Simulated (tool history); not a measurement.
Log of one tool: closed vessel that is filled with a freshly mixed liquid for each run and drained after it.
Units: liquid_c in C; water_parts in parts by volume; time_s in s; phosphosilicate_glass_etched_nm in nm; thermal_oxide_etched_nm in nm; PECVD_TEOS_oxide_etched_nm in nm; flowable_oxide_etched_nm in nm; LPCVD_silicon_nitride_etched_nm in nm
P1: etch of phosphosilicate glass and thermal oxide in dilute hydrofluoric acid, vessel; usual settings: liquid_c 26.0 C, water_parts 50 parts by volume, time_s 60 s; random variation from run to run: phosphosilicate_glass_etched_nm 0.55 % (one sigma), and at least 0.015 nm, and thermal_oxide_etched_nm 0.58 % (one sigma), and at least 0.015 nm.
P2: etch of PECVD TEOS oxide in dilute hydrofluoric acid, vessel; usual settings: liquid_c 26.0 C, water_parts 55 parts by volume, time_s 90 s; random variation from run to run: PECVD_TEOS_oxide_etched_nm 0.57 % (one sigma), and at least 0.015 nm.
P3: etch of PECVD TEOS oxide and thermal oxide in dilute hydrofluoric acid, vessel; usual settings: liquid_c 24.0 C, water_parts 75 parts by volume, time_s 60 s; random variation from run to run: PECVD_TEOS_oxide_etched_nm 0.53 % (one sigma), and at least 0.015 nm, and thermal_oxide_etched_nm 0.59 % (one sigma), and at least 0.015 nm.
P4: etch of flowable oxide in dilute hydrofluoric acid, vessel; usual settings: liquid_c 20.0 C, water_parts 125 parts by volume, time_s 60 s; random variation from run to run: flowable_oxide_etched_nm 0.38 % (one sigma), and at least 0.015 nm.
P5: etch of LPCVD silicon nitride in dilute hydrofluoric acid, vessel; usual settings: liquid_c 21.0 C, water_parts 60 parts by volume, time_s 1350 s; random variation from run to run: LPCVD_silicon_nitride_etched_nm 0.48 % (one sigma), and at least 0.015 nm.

run	hour	process	liquid_c	water_parts	time_s	hours since the thermometer was replaced	hours since the hydrofluoric acid flow meter was replaced	phosphosilicate_glass_etched_nm	thermal_oxide_etched_nm	PECVD_TEOS_oxide_etched_nm	flowable_oxide_etched_nm	LPCVD_silicon_nitride_etched_nm
1	6.4	P1	26.0	50	60	543.0	909.6	284.83	6.8254			
2	13.8	P1	26.0	25	115	550.4	917.0	1131.30	26.6560			
3	19.2	P2	26.0	55	165	555.8	922.4			38.3240		
4	22.6	P1	26.0	70	60	559.2	925.8	197.59	4.7463			
5	26.0	P1	26.0	25	60	562.6	929.2	586.61	14.0760			
6	31.7	P3	24.0	130	60	568.3	934.9		2.1336	7.6179		
7	38.4	P2	20.0	55	90	575.0	941.6			16.1810		
8	41.7	P1	21.0	50	60	578.3	944.9	231.94	5.5338			
9	47.7	P3	29.5	75	60	584.3	950.9		4.9086	17.5650		
10	51.7	P4	20.0	125	30	588.3	954.9				5.6562	
11	57.8	P1	30.0	50	60	594.4	961.0	334.34	7.9566			
12	65.3	P4	17.0	125	60	601.9	968.5				10.0210	
13	69.4	P5	21.0	60	2445	606.0	972.6					16.6380
14	76.7	P4	20.0	125	60	613.3	979.9				11.1700	
15	80.7	P4	20.0	125	60	617.3	983.9				11.2870	
16	86.9	P4	20.0	170	60	623.5	990.1				7.8726	
17	92.3	P1	26.0	50	60	628.9	995.5	284.12	6.7432			
18	97.7	P1	26.0	50	30	634.3	1000.9	142.77	3.3875			
19	105.3	P1	26.0	50	60	641.9	1008.5	285.13	6.7577			
20	112.3	P2	26.0	55	90	648.9	1015.5			21.0320		
21	117.3	P1	26.0	50	60	653.9	1020.5	284.15	6.7872			
22	124.7	P2	26.0	25	90	661.3	1027.9			48.2070		
23	131.7	P5	21.0	60	1350	668.3	1034.9					9.2058
24	139.0	P1	26.0	50	100	675.6	1042.2	473.19	11.2670			

Forecast run 25:
25	145.8	P2	26.0	55	90	682.4	1049.0			?		

{"run 25": {"PECVD_TEOS_oxide_etched_nm": 20.867}}
